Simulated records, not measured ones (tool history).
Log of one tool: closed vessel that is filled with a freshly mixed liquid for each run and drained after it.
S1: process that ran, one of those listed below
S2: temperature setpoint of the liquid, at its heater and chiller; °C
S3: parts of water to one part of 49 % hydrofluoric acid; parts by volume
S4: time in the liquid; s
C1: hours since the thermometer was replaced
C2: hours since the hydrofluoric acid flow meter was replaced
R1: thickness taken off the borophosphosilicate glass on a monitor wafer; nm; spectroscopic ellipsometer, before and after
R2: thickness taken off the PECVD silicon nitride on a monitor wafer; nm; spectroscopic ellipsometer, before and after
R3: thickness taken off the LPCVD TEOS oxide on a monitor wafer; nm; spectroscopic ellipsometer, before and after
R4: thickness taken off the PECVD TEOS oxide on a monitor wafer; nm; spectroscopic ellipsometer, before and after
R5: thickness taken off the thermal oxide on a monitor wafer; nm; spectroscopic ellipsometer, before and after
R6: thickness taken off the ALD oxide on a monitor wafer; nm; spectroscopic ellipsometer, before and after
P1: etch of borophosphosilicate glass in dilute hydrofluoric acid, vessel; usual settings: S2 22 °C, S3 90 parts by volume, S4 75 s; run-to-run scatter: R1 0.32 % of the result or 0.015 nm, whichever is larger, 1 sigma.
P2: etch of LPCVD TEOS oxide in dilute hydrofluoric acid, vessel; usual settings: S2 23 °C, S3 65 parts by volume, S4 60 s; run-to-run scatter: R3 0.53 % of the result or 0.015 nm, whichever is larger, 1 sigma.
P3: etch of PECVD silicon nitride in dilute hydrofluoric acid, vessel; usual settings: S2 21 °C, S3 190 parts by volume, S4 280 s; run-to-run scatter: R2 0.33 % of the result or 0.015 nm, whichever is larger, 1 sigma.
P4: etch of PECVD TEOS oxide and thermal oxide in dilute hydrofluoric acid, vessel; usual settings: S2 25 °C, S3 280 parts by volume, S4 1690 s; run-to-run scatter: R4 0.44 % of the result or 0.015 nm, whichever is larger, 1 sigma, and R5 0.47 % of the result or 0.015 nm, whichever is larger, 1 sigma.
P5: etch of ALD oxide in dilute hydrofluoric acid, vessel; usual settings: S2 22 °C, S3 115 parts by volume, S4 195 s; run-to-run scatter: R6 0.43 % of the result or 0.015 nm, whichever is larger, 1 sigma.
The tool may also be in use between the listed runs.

Run 1, hour 6.2: S1 P1, S2 22 °C, S3 90 parts by volume, S4 75 s; C1 339.2; C2 769.1. Result: R1 41.597 nm.
Run 2, hour 13.9: S1 P1, S2 17 °C, S3 90 parts by volume, S4 110 s; C1 346.9; C2 776.8. Result: R1 49.497 nm.
Run 3, hour 18.8: S1 P3, S2 21 °C, S3 190 parts by volume, S4 280 s; C1 351.8; C2 781.7. Result: R2 6.9436 nm.
Run 4, hour 25.8: S1 P2, S2 23 °C, S3 65 parts by volume, S4 60 s; C1 358.8; C2 788.7. Result: R3 51.892 nm.
Run 5, hour 31.5: S1 P3, S2 17 °C, S3 190 parts by volume, S4 280 s; C1 364.5; C2 794.4. Result: R2 5.3018 nm.
Run 6, hour 37.6: S1 P4, S2 25 °C, S3 280 parts by volume, S4 1690 s; C1 370.6; C2 800.5. Result: R4 58.114 nm, R5 23.32 nm.
Run 7, hour 43.4: S1 P2, S2 23 °C, S3 65 parts by volume, S4 30 s; C1 376.4; C2 806.3. Result: R3 26.249 nm.
Run 8, hour 48.2: S1 P2, S2 17 °C, S3 65 parts by volume, S4 60 s; C1 381.2; C2 811.1. Result: R3 40.544 nm.
Run 9, hour 57.4: S1 P2, S2 23 °C, S3 65 parts by volume, S4 60 s; C1 390.4; C2 820.3. Result: R3 52.575 nm.
Run 10, hour 66.2: S1 P1, S2 22 °C, S3 90 parts by volume, S4 75 s; C1 399.2; C2 829.1. Result: R1 41.381 nm.
Run 11, hour 74.4: S1 P1, S2 17 °C, S3 90 parts by volume, S4 75 s; C1 407.4; C2 837.3. Result: R1 33.823 nm.
Run 12, hour 84.2: S1 P2, S2 23 °C, S3 40 parts by volume, S4 60 s; C1 417.2; C2 847.1. Result: R3 87.2 nm.
Run 13, hour 88.7: S1 P4, S2 25 °C, S3 280 parts by volume, S4 240 s; C1 421.7; C2 851.6. Result: R4 8.295 nm, R5 3.3517 nm.
Run 14, hour 96.7: S1 P4, S2 25 °C, S3 280 parts by volume, S4 1690 s; C1 429.7; C2 859.6. Result: R4 58.376 nm, R5 23.296 nm.
Run 15, hour 102.1: S1 P1, S2 22 °C, S3 90 parts by volume, S4 75 s; C1 435.1; C2 865. Result: R1 41.385 nm.
Run 16, hour 107.7: S1 P4, S2 25 °C, S3 65 parts by volume, S4 1690 s; C1 440.7; C2 870.6. Result: R4 322.1 nm, R5 128.85 nm.
Run 17, hour 112.7: S1 P1, S2 22 °C, S3 45 parts by volume, S4 75 s; C1 445.7; C2 875.6. Result: R1 87.804 nm.
Run 18, hour 123: S1 P5, S2 22 °C, S3 115 parts by volume, S4 30 s; C1 456; C2 885.9. Result: R6 7.8449 nm.
Run 19, hour 130.6: S1 P3, S2 21 °C, S3 60 parts by volume, S4 280 s; C1 463.6; C2 893.5. Result: R2 21.483 nm.
Run 20, hour 136.6: S1 P1, S2 22 °C, S3 155 parts by volume, S4 75 s; C1 469.6; C2 899.5. Result: R1 22.325 nm.
Run 21, hour 144.8: S1 P1, S2 26.5 °C, S3 90 parts by volume, S4 75 s; C1 477.8; C2 907.7. Result: R1 49.842 nm.
Run 22, hour 149.8: S1 P5, S2 22 °C, S3 185 parts by volume, S4 195 s; C1 482.8; C2 912.7. Result: R6 29.003 nm.
Run 23, hour 155.1: S1 P5, S2 27.5 °C, S3 115 parts by volume, S4 195 s; C1 488.1; C2 918. Result: R6 62.591 nm.
Run 24, hour 163.8: S1 P4, S2 18.5 °C, S3 280 parts by volume, S4 1690 s; C1 496.8; C2 926.7. Result: R4 46.46 nm, R5 18.596 nm.
Run 25, hour 171.6: S1 P5, S2 22 °C, S3 115 parts by volume, S4 195 s; C1 504.6; C2 934.5. Result: R6 50.534 nm.
Run 26, hour 180.2: S1 P1, S2 22 °C, S3 90 parts by volume, S4 30 s; C1 513.2; C2 943.1. Result: R1 16.625 nm.
Run 27, hour 185.9: S1 P1, S2 22 °C, S3 40 parts by volume, S4 30 s; C1 518.9; C2 948.8. Result: R1 39.529 nm.
Run 28, hour 192: S1 P1, S2 22 °C, S3 90 parts by volume, S4 125 s; C1 525; C2 954.9. Result: R1 69.167 nm.
Run 29, hour 197.9: S1 P3, S2 21 °C, S3 190 parts by volume, S4 515 s; C1 530.9; C2 960.8. Result: R2 12.81 nm.
Run 30, hour 202.9: S1 P1, S2 22 °C, S3 90 parts by volume, S4 75 s; C1 535.9; C2 965.8. Result: R1 41.415 nm.
Run 31, hour 210.4: S1 P1, S2 22 °C, S3 90 parts by volume, S4 75 s; C1 543.4; C2 973.3. Result: R1 41.52 nm.
Run 32, hour 215.7: S1 P1, S2 22 °C, S3 90 parts by volume, S4 75 s; C1 548.7; C2 978.6. Result: R1 40.55 nm.

Forecast run 33:
Run 33, hour 225.5: S1 P1, S2 22 °C, S3 90 parts by volume, S4 75 s; C1 558.5; C2 988.4. Result: R1 ?.

Run 33 gave R1 39.446 nm.
